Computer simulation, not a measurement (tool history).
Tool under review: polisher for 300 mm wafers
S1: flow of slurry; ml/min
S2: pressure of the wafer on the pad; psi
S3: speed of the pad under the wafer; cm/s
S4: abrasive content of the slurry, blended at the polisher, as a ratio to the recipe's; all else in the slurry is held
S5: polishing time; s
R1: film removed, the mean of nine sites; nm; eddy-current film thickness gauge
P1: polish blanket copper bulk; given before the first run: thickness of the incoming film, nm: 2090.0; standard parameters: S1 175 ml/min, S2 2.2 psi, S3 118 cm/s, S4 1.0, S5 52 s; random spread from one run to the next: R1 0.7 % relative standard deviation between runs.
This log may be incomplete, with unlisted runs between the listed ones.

run	hour	S1	S2	S3	S4	S5	R1
1	6.5	175	2.2	118	1.0	52	464.41
2	14.2	175	2.2	118	1.5	52	511.19
3	22.2	130	2.2	118	1.0	35	295.87
4	27.4	175	2.2	118	1.0	52	466.14
5	32.8	175	1.0	118	1.0	30	120.46
6	41.4	175	2.2	118	1.0	35	311.94
7	50.7	175	2.2	118	1.0	52	461.83
8	61.5	175	1.0	118	1.0	52	211.72
# hour 66.0: slurry blender recalibrated
9	69.3	175	3.5	118	1.0	52	738.47
10	78.9	175	2.2	76	1.0	52	299.35
11	88.8	175	2.2	118	1.0	52	466.86
12	94.3	105	2.2	118	1.0	52	422.70

Forecast run 13:
# hour 97.1: head pressure recalibrated
13	100.3	175	2.2	176	1.0	52	?

R1: 700.24 nm
